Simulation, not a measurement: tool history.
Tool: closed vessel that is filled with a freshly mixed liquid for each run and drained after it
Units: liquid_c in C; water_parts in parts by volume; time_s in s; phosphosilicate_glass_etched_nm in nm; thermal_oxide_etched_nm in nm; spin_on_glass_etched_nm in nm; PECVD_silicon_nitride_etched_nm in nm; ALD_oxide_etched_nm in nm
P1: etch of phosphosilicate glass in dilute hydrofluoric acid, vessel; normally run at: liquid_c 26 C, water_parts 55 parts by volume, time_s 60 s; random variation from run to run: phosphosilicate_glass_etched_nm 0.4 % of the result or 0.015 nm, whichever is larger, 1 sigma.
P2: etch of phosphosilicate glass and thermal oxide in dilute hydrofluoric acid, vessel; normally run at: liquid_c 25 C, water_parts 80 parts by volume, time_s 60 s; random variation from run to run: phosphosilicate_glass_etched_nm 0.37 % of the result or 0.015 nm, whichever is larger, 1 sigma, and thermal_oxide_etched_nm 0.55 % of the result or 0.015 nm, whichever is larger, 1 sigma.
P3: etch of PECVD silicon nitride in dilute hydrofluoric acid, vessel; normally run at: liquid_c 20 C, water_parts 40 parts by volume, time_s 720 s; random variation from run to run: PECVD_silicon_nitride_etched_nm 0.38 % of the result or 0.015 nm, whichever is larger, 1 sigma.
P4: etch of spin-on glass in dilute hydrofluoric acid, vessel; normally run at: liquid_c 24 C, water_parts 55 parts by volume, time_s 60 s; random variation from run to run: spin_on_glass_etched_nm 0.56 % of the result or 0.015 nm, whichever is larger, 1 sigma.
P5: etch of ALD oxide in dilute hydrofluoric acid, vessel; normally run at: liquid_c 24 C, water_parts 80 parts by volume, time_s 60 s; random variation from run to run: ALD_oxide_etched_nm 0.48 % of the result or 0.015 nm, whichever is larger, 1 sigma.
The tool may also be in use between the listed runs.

| run | day | process | liquid_c | water_parts | time_s | hours since the thermometer was replaced | hours since the hydrofluoric acid flow meter was replaced | phosphosilicate_glass_etched_nm | thermal_oxide_etched_nm | spin_on_glass_etched_nm | PECVD_silicon_nitride_etched_nm | ALD_oxide_etched_nm |
|---|---|---|---|---|---|---|---|---|---|---|---|---|
| 1 | 0.654 | P1 | 26 | 55 | 60 | 240.4 | 1492.5 | 103.73 |  |  |  |  |
| 2 | 0.992 | P2 | 25 | 80 | 60 | 248.5 | 1500.6 | 88.751 | 3.8672 |  |  |  |
| 3 | 1.675 | P1 | 26 | 55 | 60 | 264.9 | 1517 | 103.3 |  |  |  |  |
| 4 | 2.012 | P4 | 24 | 20 | 60 | 273 | 1525.1 |  |  | 183.91 |  |  |
| 5 | 2.758 | P1 | 32 | 55 | 60 | 290.9 | 1543 | 131.42 |  |  |  |  |
| 6 | 3.238 | P3 | 20 | 40 | 1100 | 302.4 | 1554.5 |  |  |  | 35.281 |  |
| 7 | 3.712 | P2 | 25 | 80 | 60 | 313.8 | 1565.9 | 88.322 | 3.8738 |  |  |  |
| 8 | 4.267 | P5 | 24 | 80 | 30 | 327.1 | 1579.2 |  |  |  |  | 5.3526 |
| 9 | 5.021 | P4 | 24 | 55 | 60 | 345.2 | 1597.3 |  |  | 64.373 |  |  |
| 10 | 5.617 | P4 | 24 | 55 | 105 | 359.5 | 1611.6 |  |  | 112.63 |  |  |
| 11 | 5.983 | P2 | 25 | 80 | 30 | 368.3 | 1620.4 | 44.116 | 1.9108 |  |  |  |
| 12 | 6.738 | P1 | 26 | 30 | 85 | 386.4 | 1638.5 | 278.23 |  |  |  |  |
| 13 | 7.358 | P1 | 26 | 55 | 60 | 401.3 | 1653.4 | 103.23 |  |  |  |  |
| 14 | 7.783 | P2 | 32.5 | 80 | 60 | 411.5 | 1663.6 | 117.96 | 5.2242 |  |  |  |
| 15 | 8.3 | P5 | 24 | 80 | 60 | 423.9 | 1676 |  |  |  |  | 10.803 |
| 16 | 9.058 | P4 | 31.5 | 55 | 60 | 442.1 | 1694.2 |  |  | 86.601 |  |  |
| 17 | 9.646 | P1 | 26 | 55 | 60 | 456.2 | 1708.3 | 103.46 |  |  |  |  |
| 18 | 10.204 | P1 | 26 | 55 | 85 | 469.6 | 1721.7 | 146.88 |  |  |  |  |
| 19 | 10.779 | P1 | 26 | 55 | 30 | 483.4 | 1735.5 | 51.784 |  |  |  |  |
| 20 | 11.312 | P2 | 25 | 40 | 60 | 496.2 | 1748.3 | 185.81 | 8.1506 |  |  |  |
| 21 | 11.708 | P5 | 24 | 25 | 60 | 505.7 | 1757.8 |  |  |  |  | 36.916 |
| 22 | 12.233 | P1 | 26 | 80 | 60 | 518.3 | 1770.4 | 68.765 |  |  |  |  |
| 23 | 12.642 | P1 | 26 | 20 | 60 | 528.1 | 1780.2 | 298.72 |  |  |  |  |
| 24 | 13.396 | P3 | 17 | 40 | 720 | 546.2 | 1798.3 |  |  |  | 18.737 |  |
| 25 | 13.888 | P3 | 20 | 60 | 720 | 558 | 1810.1 |  |  |  | 15.624 |  |
| 26 | 14.542 | P5 | 30.5 | 80 | 60 | 573.7 | 1825.8 |  |  |  |  | 13.769 |
| 27 | 15.283 | P1 | 26 | 55 | 60 | 591.5 | 1843.6 | 102.84 |  |  |  |  |
| 28 | 15.95 | P1 | 21 | 55 | 60 | 607.5 | 1859.6 | 84.63 |  |  |  |  |
| 29 | 16.446 | P3 | 20 | 40 | 720 | 619.4 | 1871.5 |  |  |  | 23.199 |  |
| 30 | 17.208 | P1 | 26 | 55 | 60 | 637.7 | 1889.8 | 103.9 |  |  |  |  |
| 31 | 17.938 | P1 | 26 | 55 | 60 | 655.2 | 1907.3 | 106.58 |  |  |  |  |
| 32 | 18.392 | P1 | 26 | 55 | 60 | 666.1 | 1918.2 | 108.18 |  |  |  |  |
| 33 | 19.112 | P1 | 26 | 55 | 60 | 683.4 | 1935.5 | 108.98 |  |  |  |  |
| 34 | 19.525 | P1 | 26 | 55 | 60 | 693.3 | 1945.4 | 109.22 |  |  |  |  |
| 35 | 19.992 | P1 | 26 | 55 | 60 | 704.5 | 1956.6 | 109.91 |  |  |  |  |
| 36 | 20.492 | P1 | 26 | 55 | 60 | 716.5 | 1968.6 | 109.66 |  |  |  |  |
| 37 | 21.058 | P1 | 26 | 55 | 60 | 730.1 | 1982.2 | 110.31 |  |  |  |  |

What P1 gives has crept away from where it was. These 2 causes fit the log equally well, each at the size given:
A: hydrofluoric acid flow above the setpoint (%) = 5.7
B: liquid hotter than its thermometer reads (K) = 1.49
The creep began at about day 17.208.

4 check runs are offered, one wafer each, their results left as question marks. Which one tells the causes apart?
| check 1 | 21.625 | P3 | 20 | 40 | 720 |  |  |  |  |  | ? |  |
| check 2 | 21.625 | P2 | 25 | 80 | 60 |  |  | ? | ? |  |  |  |
| check 3 | 21.625 | P5 | 24 | 80 | 60 |  |  |  |  |  |  | ? |
| check 4 | 21.625 | P4 | 24 | 55 | 60 |  |  |  |  | ? |  |  |

What each check would give under each cause:
| check | result | if A | if B |
|---|---|---|---|
| check 1 | PECVD_silicon_nitride_etched_nm | 24.409 | 25.651 |
| check 2 | phosphosilicate_glass_etched_nm | 94.044 | 93.858 |
| check 2 | thermal_oxide_etched_nm | 4.1154 | 4.1073 |
| check 3 | ALD_oxide_etched_nm | 11.413 | 11.397 |
| check 4 | spin_on_glass_etched_nm | 68.573 | 68.661 |
How far apart the two closest causes lie, in the result that separates them most: check 1 4.97 %; check 2 0.2 %; check 3 0.13 %; check 4 0.13 %
Check 1 tells the causes apart: in the others they would give nearly the same result.

Then check 1 was run and gave: PECVD_silicon_nitride_etched_nm 25.65 nm. Which cause is it?

It is B: liquid hotter than its thermometer reads (K).
